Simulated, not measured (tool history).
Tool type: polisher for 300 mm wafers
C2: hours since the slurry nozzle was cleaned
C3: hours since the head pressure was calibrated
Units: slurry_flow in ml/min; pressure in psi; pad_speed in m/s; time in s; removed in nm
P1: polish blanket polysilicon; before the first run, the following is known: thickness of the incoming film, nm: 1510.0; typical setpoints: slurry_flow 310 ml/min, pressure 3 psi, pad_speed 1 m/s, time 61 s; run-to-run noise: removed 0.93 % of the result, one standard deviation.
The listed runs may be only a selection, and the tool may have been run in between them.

{"run": 1, "day": 0.458, "slurry_flow": 310, "pressure": 3, "pad_speed": 1, "time": 61, "wafers polished on this pad": 624, "C2": 641.6, "C3": 378.5, "removed": 550.56}
{"run": 2, "day": 1.088, "slurry_flow": 185, "pressure": 3, "pad_speed": 1, "time": 61, "wafers polished on this pad": 752, "C2": 656.7, "C3": 393.6, "removed": 519.18}
{"run": 3, "day": 1.742, "slurry_flow": 310, "pressure": 1.4, "pad_speed": 1, "time": 61, "wafers polished on this pad": 885, "C2": 672.4, "C3": 409.3, "removed": 255.38}
{"run": 4, "day": 2.421, "slurry_flow": 310, "pressure": 4.6, "pad_speed": 1, "time": 61, "wafers polished on this pad": 1024, "C2": 688.7, "C3": 425.6, "removed": 821.06}
{"run": 5, "day": 2.892, "slurry_flow": 310, "pressure": 3, "pad_speed": 1, "time": 88, "wafers polished on this pad": 1119, "C2": 700, "C3": 436.9, "removed": 781.9}
{"day": 3.025, "done": "head pressure recalibrated"}
{"run": 6, "day": 3.6, "slurry_flow": 310, "pressure": 3, "pad_speed": 1, "time": 61, "wafers polished on this pad": 1264, "C2": 717, "C3": 13.9, "removed": 548.43}
{"run": 7, "day": 3.971, "slurry_flow": 185, "pressure": 3, "pad_speed": 1, "time": 45, "wafers polished on this pad": 1339, "C2": 725.9, "C3": 22.8, "removed": 375.82}
{"run": 8, "day": 4.35, "slurry_flow": 455, "pressure": 3, "pad_speed": 1, "time": 61, "wafers polished on this pad": 1416, "C2": 735, "C3": 31.9, "removed": 559.69}
{"run": 9, "day": 5.121, "slurry_flow": 310, "pressure": 3, "pad_speed": 1, "time": 61, "wafers polished on this pad": 1573, "C2": 753.5, "C3": 50.4, "removed": 551.84}
{"run": 10, "day": 5.879, "slurry_flow": 310, "pressure": 3, "pad_speed": 1, "time": 34, "wafers polished on this pad": 1727, "C2": 771.7, "C3": 68.6, "removed": 306.27}
{"run": 11, "day": 6.383, "slurry_flow": 310, "pressure": 3, "pad_speed": 1, "time": 61, "wafers polished on this pad": 1830, "C2": 783.8, "C3": 80.7, "removed": 548.19}
{"run": 12, "day": 6.779, "slurry_flow": 310, "pressure": 3, "pad_speed": 1, "time": 61, "wafers polished on this pad": 1911, "C2": 793.3, "C3": 90.2, "removed": 545.56}
{"run": 13, "day": 7.462, "slurry_flow": 235, "pressure": 3, "pad_speed": 1, "time": 31, "wafers polished on this pad": 2050, "C2": 809.7, "C3": 106.6, "removed": 271.25}
{"run": 14, "day": 8.246, "slurry_flow": 310, "pressure": 3, "pad_speed": 1, "time": 61, "wafers polished on this pad": 2209, "C2": 828.5, "C3": 125.4, "removed": 535.94}
{"run": 15, "day": 8.871, "slurry_flow": 310, "pressure": 3, "pad_speed": 0.54, "time": 61, "wafers polished on this pad": 2336, "C2": 843.5, "C3": 140.4, "removed": 292.03}
{"run": 16, "day": 9.342, "slurry_flow": 310, "pressure": 3, "pad_speed": 1.3, "time": 61, "wafers polished on this pad": 2432, "C2": 854.8, "C3": 151.7, "removed": 710.3}
{"run": 17, "day": 9.754, "slurry_flow": 310, "pressure": 3, "pad_speed": 1, "time": 61, "wafers polished on this pad": 2516, "C2": 864.7, "C3": 161.6, "removed": 544.64}
{"run": 18, "day": 10.104, "slurry_flow": 310, "pressure": 3, "pad_speed": 1, "time": 61, "wafers polished on this pad": 2587, "C2": 873.1, "C3": 170, "removed": 547.8}
{"run": 19, "day": 10.458, "slurry_flow": 310, "pressure": 3, "pad_speed": 1, "time": 61, "wafers polished on this pad": 2659, "C2": 881.6, "C3": 178.5, "removed": 542.71}
{"run": 20, "day": 10.85, "slurry_flow": 310, "pressure": 3, "pad_speed": 1, "time": 61, "wafers polished on this pad": 2739, "C2": 891, "C3": 187.9, "removed": 541.55}
{"run": 21, "day": 11.567, "slurry_flow": 310, "pressure": 3, "pad_speed": 1, "time": 61, "wafers polished on this pad": 2885, "C2": 908.2, "C3": 205.1, "removed": 523.55}
{"run": 22, "day": 12.079, "slurry_flow": 310, "pressure": 3, "pad_speed": 1, "time": 61, "wafers polished on this pad": 2989, "C2": 920.5, "C3": 217.4, "removed": 515.56}
{"run": 23, "day": 12.458, "slurry_flow": 310, "pressure": 3, "pad_speed": 1, "time": 61, "wafers polished on this pad": 3066, "C2": 929.6, "C3": 226.5, "removed": 520.23}
{"day": 12.729, "done": "worn pad replaced by a new one"}
{"run": 24, "day": 13.071, "slurry_flow": 310, "pressure": 3, "pad_speed": 1, "time": 61, "wafers polished on this pad": 69, "C2": 944.3, "C3": 241.2, "removed": 514.21}
{"run": 25, "day": 13.588, "slurry_flow": 310, "pressure": 3, "pad_speed": 1, "time": 61, "wafers polished on this pad": 175, "C2": 956.7, "C3": 253.6, "removed": 518.89}
{"run": 26, "day": 14.212, "slurry_flow": 310, "pressure": 3, "pad_speed": 1, "time": 61, "wafers polished on this pad": 302, "C2": 971.7, "C3": 268.6, "removed": 514.78}
{"run": 27, "day": 14.779, "slurry_flow": 310, "pressure": 3, "pad_speed": 1, "time": 61, "wafers polished on this pad": 417, "C2": 985.3, "C3": 282.2, "removed": 521.72}

P1 has crept away from where it was. The log is fitted equally well by each of these 2 causes, at the sizes shown:
A: head's pressure below its setpoint, % = 5.2
B: slurry flow missing at the pad, % = 38.6
At approximately day 10.104, the process output began to creep.
Why every other cause is out:
removal rate lost through wear of the pad, %: maintenance at day 12.729, after the shift began, did not return the process to its former output

The list below offers 4 check runs, each averaging the results of 5 wafers, and shows each result as a question mark. For which of them would the listed causes give clearly different results?
{"run": "check 1", "day": 15.346, "slurry_flow": 310, "pressure": 3.6, "pad_speed": 1, "time": 61, "removed": "?"}
{"run": "check 2", "day": 15.346, "slurry_flow": 185, "pressure": 2.3, "pad_speed": 1, "time": 61, "removed": "?"}
{"run": "check 3", "day": 15.346, "slurry_flow": 310, "pressure": 4.3, "pad_speed": 0.62, "time": 61, "removed": "?"}
{"run": "check 4", "day": 15.346, "slurry_flow": 310, "pressure": 1.5, "pad_speed": 1, "time": 34, "removed": "?"}

Check results expected under each cause:
check=check_1 result=removed if_A=618.97 if_B=618.91
check=check_2 result=removed if_A=373.38 if_B=361.15
check=check_3 result=removed if_A=458.38 if_B=458.34
check=check_4 result=removed if_A=143.75 if_B=143.74
Smallest distance between any two causes, each pair judged by its most separating result, in per cent: check 1 0.01 %; check 2 3.33 %; check 3 0.01 %; check 4 0.01 %
Check 2 distinguishes between the causes, while the remaining checks would return nearly the same result for all of them.

The results of check 2 are: removed 373.49 nm. Based on these, which of the listed causes is it?

It is A: head's pressure below its setpoint, %.
